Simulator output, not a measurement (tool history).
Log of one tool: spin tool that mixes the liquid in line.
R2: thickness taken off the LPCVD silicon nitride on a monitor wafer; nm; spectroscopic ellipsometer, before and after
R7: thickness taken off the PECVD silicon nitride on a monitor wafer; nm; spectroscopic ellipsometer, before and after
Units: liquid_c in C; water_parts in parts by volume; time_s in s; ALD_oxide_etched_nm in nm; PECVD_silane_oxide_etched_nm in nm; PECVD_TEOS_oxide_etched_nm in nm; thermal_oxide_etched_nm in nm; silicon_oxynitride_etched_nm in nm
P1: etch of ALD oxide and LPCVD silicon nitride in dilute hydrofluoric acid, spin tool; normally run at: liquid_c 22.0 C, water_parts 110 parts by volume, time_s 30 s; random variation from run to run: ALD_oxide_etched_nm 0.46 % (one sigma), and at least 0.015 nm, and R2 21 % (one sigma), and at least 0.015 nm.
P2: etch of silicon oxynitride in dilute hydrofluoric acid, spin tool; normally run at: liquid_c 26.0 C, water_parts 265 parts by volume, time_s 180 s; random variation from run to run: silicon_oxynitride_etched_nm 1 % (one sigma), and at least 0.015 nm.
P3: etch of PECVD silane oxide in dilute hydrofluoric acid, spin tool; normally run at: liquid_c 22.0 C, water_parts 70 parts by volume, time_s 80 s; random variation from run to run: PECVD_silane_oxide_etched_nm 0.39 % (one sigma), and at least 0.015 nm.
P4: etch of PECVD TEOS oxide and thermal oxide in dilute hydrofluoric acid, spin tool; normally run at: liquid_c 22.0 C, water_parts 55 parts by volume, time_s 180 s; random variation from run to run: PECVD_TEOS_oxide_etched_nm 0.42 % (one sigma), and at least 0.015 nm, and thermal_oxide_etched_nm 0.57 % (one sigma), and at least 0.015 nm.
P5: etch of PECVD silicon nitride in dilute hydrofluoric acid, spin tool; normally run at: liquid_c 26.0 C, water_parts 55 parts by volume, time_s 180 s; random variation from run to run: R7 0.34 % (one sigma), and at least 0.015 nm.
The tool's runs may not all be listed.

{"run": 1, "day": 0.188, "process": "P1", "liquid_c": 22.0, "water_parts": 110, "time_s": 30, "ALD_oxide_etched_nm": 4.955, "R2": 0.14674}
{"run": 2, "day": 0.371, "process": "P3", "liquid_c": 22.0, "water_parts": 70, "time_s": 140, "PECVD_silane_oxide_etched_nm": 96.815}
{"run": 3, "day": 0.55, "process": "P4", "liquid_c": 22.0, "water_parts": 55, "time_s": 180, "PECVD_TEOS_oxide_etched_nm": 34.103, "thermal_oxide_etched_nm": 15.145}
{"run": 4, "day": 0.638, "process": "P4", "liquid_c": 22.0, "water_parts": 55, "time_s": 15, "PECVD_TEOS_oxide_etched_nm": 2.8769, "thermal_oxide_etched_nm": 1.2628}
{"run": 5, "day": 0.808, "process": "P3", "liquid_c": 22.0, "water_parts": 70, "time_s": 80, "PECVD_silane_oxide_etched_nm": 55.332}
{"run": 6, "day": 0.958, "process": "P2", "liquid_c": 30.0, "water_parts": 265, "time_s": 180, "silicon_oxynitride_etched_nm": 2.4077}
{"run": 7, "day": 1.088, "process": "P2", "liquid_c": 26.0, "water_parts": 265, "time_s": 180, "silicon_oxynitride_etched_nm": 2.0142}
{"run": 8, "day": 1.258, "process": "P1", "liquid_c": 28.0, "water_parts": 30, "time_s": 30, "ALD_oxide_etched_nm": 25.751, "R2": 0.86557}
{"run": 9, "day": 1.4, "process": "P1", "liquid_c": 22.0, "water_parts": 110, "time_s": 55, "ALD_oxide_etched_nm": 9.1025, "R2": 0.21053}
{"run": 10, "day": 1.558, "process": "P1", "liquid_c": 22.0, "water_parts": 110, "time_s": 30, "ALD_oxide_etched_nm": 4.919, "R2": 0.12307}
{"run": 11, "day": 1.742, "process": "P2", "liquid_c": 26.0, "water_parts": 360, "time_s": 180, "silicon_oxynitride_etched_nm": 1.4043}
{"run": 12, "day": 1.833, "process": "P1", "liquid_c": 22.0, "water_parts": 110, "time_s": 15, "ALD_oxide_etched_nm": 2.4782, "R2": 0.051132}
{"run": 13, "day": 1.946, "process": "P1", "liquid_c": 30.0, "water_parts": 110, "time_s": 30, "ALD_oxide_etched_nm": 6.6961, "R2": 0.17339}
{"run": 14, "day": 2.125, "process": "P2", "liquid_c": 26.0, "water_parts": 265, "time_s": 180, "silicon_oxynitride_etched_nm": 2.078}
{"run": 15, "day": 2.217, "process": "P2", "liquid_c": 26.0, "water_parts": 265, "time_s": 95, "silicon_oxynitride_etched_nm": 1.0668}
{"run": 16, "day": 2.3, "process": "P5", "liquid_c": 26.0, "water_parts": 55, "time_s": 315, "R7": 32.768}
{"run": 17, "day": 2.417, "process": "P3", "liquid_c": 29.0, "water_parts": 70, "time_s": 80, "PECVD_silane_oxide_etched_nm": 73.496}
{"run": 18, "day": 2.542, "process": "P1", "liquid_c": 22.0, "water_parts": 110, "time_s": 30, "ALD_oxide_etched_nm": 4.9262, "R2": 0.091945}
{"run": 19, "day": 2.729, "process": "P3", "liquid_c": 22.0, "water_parts": 25, "time_s": 80, "PECVD_silane_oxide_etched_nm": 164.61}
{"run": 20, "day": 2.888, "process": "P4", "liquid_c": 22.0, "water_parts": 55, "time_s": 180, "PECVD_TEOS_oxide_etched_nm": 34.053, "thermal_oxide_etched_nm": 15.283}
{"run": 21, "day": 3.025, "process": "P1", "liquid_c": 22.0, "water_parts": 70, "time_s": 30, "ALD_oxide_etched_nm": 8.1631, "R2": 0.16375}
{"run": 22, "day": 3.117, "process": "P5", "liquid_c": 26.0, "water_parts": 20, "time_s": 180, "R7": 49.842}
{"run": 23, "day": 3.304, "process": "P1", "liquid_c": 22.0, "water_parts": 110, "time_s": 30, "ALD_oxide_etched_nm": 4.9643, "R2": 0.10769}
{"run": 24, "day": 3.446, "process": "P1", "liquid_c": 22.0, "water_parts": 160, "time_s": 30, "ALD_oxide_etched_nm": 3.2403, "R2": 0.11114}
{"run": 25, "day": 3.567, "process": "P4", "liquid_c": 22.0, "water_parts": 100, "time_s": 180, "PECVD_TEOS_oxide_etched_nm": 17.79, "thermal_oxide_etched_nm": 7.9253}
{"run": 26, "day": 3.675, "process": "P1", "liquid_c": 22.0, "water_parts": 110, "time_s": 30, "ALD_oxide_etched_nm": 4.9885, "R2": 0.14844}
{"run": 27, "day": 3.758, "process": "P1", "liquid_c": 27.0, "water_parts": 165, "time_s": 30, "ALD_oxide_etched_nm": 3.7319, "R2": 0.10718}
{"run": 28, "day": 3.879, "process": "P5", "liquid_c": 32.5, "water_parts": 55, "time_s": 180, "R7": 28.253}
{"run": 29, "day": 4.033, "process": "P4", "liquid_c": 17.0, "water_parts": 55, "time_s": 180, "PECVD_TEOS_oxide_etched_nm": 27.663, "thermal_oxide_etched_nm": 12.34}
{"run": 30, "day": 4.196, "process": "P1", "liquid_c": 17.5, "water_parts": 110, "time_s": 30, "ALD_oxide_etched_nm": 4.1353, "R2": 0.12819}
{"run": 31, "day": 4.3, "process": "P5", "liquid_c": 26.0, "water_parts": 55, "time_s": 180, "R7": 18.731}
{"run": 32, "day": 4.446, "process": "P1", "liquid_c": 22.0, "water_parts": 110, "time_s": 30, "ALD_oxide_etched_nm": 4.9023, "R2": 0.13248}
{"run": 33, "day": 4.621, "process": "P1", "liquid_c": 22.0, "water_parts": 110, "time_s": 30, "ALD_oxide_etched_nm": 5.1529, "R2": 0.12851}
{"run": 34, "day": 4.783, "process": "P1", "liquid_c": 22.0, "water_parts": 110, "time_s": 30, "ALD_oxide_etched_nm": 5.234, "R2": 0.067049}
{"run": 35, "day": 4.892, "process": "P1", "liquid_c": 22.0, "water_parts": 110, "time_s": 30, "ALD_oxide_etched_nm": 5.3011, "R2": 0.11011}
{"run": 36, "day": 5.029, "process": "P1", "liquid_c": 22.0, "water_parts": 110, "time_s": 30, "ALD_oxide_etched_nm": 5.3527, "R2": 0.19387}
{"run": 37, "day": 5.204, "process": "P1", "liquid_c": 22.0, "water_parts": 110, "time_s": 30, "ALD_oxide_etched_nm": 5.3466, "R2": 0.12685}
{"run": 38, "day": 5.383, "process": "P1", "liquid_c": 22.0, "water_parts": 110, "time_s": 30, "ALD_oxide_etched_nm": 5.3954, "R2": 0.12272}
{"run": 39, "day": 5.533, "process": "P1", "liquid_c": 22.0, "water_parts": 110, "time_s": 30, "ALD_oxide_etched_nm": 5.3702, "R2": 0.19629}
{"run": 40, "day": 5.646, "process": "P1", "liquid_c": 22.0, "water_parts": 110, "time_s": 30, "ALD_oxide_etched_nm": 5.4164, "R2": 0.087321}
{"run": 41, "day": 5.75, "process": "P1", "liquid_c": 22.0, "water_parts": 110, "time_s": 30, "ALD_oxide_etched_nm": 5.4562, "R2": 0.13344}
{"run": 42, "day": 5.85, "process": "P1", "liquid_c": 22.0, "water_parts": 110, "time_s": 30, "ALD_oxide_etched_nm": 5.4606, "R2": 0.15276}

What P1 gives has crept away from where it was. These 2 causes fit the log equally well, each at the size given:
A: liquid hotter than its thermometer reads (K) = 2.21
B: hydrofluoric acid flow above the setpoint (%) = 8.09
The creep began at about day 4.446.

4 check runs are offered, one wafer each, their results left as question marks. Which one tells the causes apart?
{"run": "check 1", "day": 5.95, "process": "P2", "liquid_c": 26.0, "water_parts": 265, "time_s": 180, "silicon_oxynitride_etched_nm": "?"}
{"run": "check 2", "day": 5.95, "process": "P5", "liquid_c": 26.0, "water_parts": 55, "time_s": 180, "R7": "?"}
{"run": "check 3", "day": 5.95, "process": "P4", "liquid_c": 22.0, "water_parts": 55, "time_s": 180, "PECVD_TEOS_oxide_etched_nm": "?", "thermal_oxide_etched_nm": "?"}
{"run": "check 4", "day": 5.95, "process": "P3", "liquid_c": 22.0, "water_parts": 70, "time_s": 80, "PECVD_silane_oxide_etched_nm": "?"}

What each check would give under each cause:
check=check_1 result=silicon_oxynitride_etched_nm if_A=2.2215 if_B=2.2230
check=check_2 result=R7 if_A=21.559 if_B=20.127
check=check_3 result=PECVD_TEOS_oxide_etched_nm if_A=37.4810 if_B=37.1750
check=check_3 result=thermal_oxide_etched_nm if_A=16.7250 if_B=16.5880
check=check_4 result=PECVD_silane_oxide_etched_nm if_A=60.576 if_B=60.216
How far apart the two closest causes lie, in the result that separates them most: check 1 0.07 %; check 2 6.87 %; check 3 0.82 %; check 4 0.6 %
Only check 2 tells the causes apart: in the others they would give nearly the same result.

Then check 2 was run and gave: R7 21.562 nm. Which cause is it?

It is A: liquid hotter than its thermometer reads (K).
